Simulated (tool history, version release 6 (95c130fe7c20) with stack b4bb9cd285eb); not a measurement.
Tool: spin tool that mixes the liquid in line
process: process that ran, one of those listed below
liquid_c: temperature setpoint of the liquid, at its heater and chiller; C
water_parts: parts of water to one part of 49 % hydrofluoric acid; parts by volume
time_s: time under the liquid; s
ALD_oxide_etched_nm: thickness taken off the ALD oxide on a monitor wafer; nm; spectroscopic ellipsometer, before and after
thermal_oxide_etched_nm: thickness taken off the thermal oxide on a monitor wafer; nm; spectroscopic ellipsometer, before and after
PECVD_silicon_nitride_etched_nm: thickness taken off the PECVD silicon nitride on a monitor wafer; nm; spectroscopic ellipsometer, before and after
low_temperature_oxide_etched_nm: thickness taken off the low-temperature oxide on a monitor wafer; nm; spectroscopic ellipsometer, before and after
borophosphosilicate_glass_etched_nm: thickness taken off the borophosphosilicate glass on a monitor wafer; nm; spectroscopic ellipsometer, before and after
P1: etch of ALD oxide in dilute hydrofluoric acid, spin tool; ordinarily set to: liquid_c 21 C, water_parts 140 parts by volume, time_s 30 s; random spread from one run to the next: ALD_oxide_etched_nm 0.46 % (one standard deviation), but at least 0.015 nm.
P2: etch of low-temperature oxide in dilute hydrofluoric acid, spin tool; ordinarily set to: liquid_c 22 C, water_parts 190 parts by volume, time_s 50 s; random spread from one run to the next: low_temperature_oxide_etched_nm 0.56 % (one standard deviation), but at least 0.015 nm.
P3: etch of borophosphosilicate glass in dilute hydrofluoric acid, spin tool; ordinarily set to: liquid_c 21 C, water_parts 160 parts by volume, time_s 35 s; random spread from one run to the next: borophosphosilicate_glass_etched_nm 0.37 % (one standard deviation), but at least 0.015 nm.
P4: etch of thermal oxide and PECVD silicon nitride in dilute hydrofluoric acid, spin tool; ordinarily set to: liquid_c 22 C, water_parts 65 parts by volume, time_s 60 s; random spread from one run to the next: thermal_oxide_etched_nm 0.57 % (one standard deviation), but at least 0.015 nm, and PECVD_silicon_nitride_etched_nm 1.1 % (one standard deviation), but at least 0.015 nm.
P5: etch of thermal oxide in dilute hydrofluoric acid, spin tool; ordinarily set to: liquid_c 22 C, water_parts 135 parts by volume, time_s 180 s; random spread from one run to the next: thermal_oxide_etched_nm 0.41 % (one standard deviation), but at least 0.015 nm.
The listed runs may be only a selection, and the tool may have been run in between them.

run,hour,process,liquid_c,water_parts,time_s,ALD_oxide_etched_nm,thermal_oxide_etched_nm,PECVD_silicon_nitride_etched_nm,low_temperature_oxide_etched_nm,borophosphosilicate_glass_etched_nm
1,11.7,P1,21,140,30,5.9911,,,,
2,19.8,P4,22,65,15,,1.0295,0.59107,,
3,27.1,P2,28,190,50,,,,9.5607,
4,41.4,P2,22,190,15,,,,2.348,
5,55.3,P2,22,335,50,,,,3.778,
6,68.5,P4,22,65,60,,4.0965,2.38,,
7,78.3,P5,22,135,40,,1.2884,,,
8,92.5,P2,22,190,50,,,,7.6366,
9,106.7,P3,21,160,15,,,,,4.2091
10,119.4,P1,21,140,30,6.0036,,,,
11,133.3,P1,21,45,30,20.941,,,,
12,145,P1,21,140,45,8.9858,,,,
13,158.6,P5,30.5,135,180,,7.9666,,,
14,168.3,P1,17,140,30,5.1182,,,,
15,183.6,P5,22,220,180,,3.2332,,,
16,193.5,P1,21,140,30,5.9728,,,,
17,200.9,P1,21,140,15,3.0018,,,,
18,207.8,P3,27,160,35,,,,,12.214
19,221.6,P1,21,140,30,5.9944,,,,
20,231.5,P3,21,160,35,,,,,9.7769
21,243.3,P3,21,225,35,,,,,6.5313
22,253.5,P4,17,65,60,,3.2908,1.7078,,
23,263.9,P1,21,140,30,6.0436,,,,
24,271.9,P1,27,140,30,7.526,,,,
25,279.6,P4,22,65,60,,4.0545,2.4139,,
26,287.5,P5,22,135,180,,5.7209,,,

The next listed run, before its measurement:
27,302.4,P1,21,140,30,?,,,,

ALD_oxide_etched_nm: 5.9304 nm
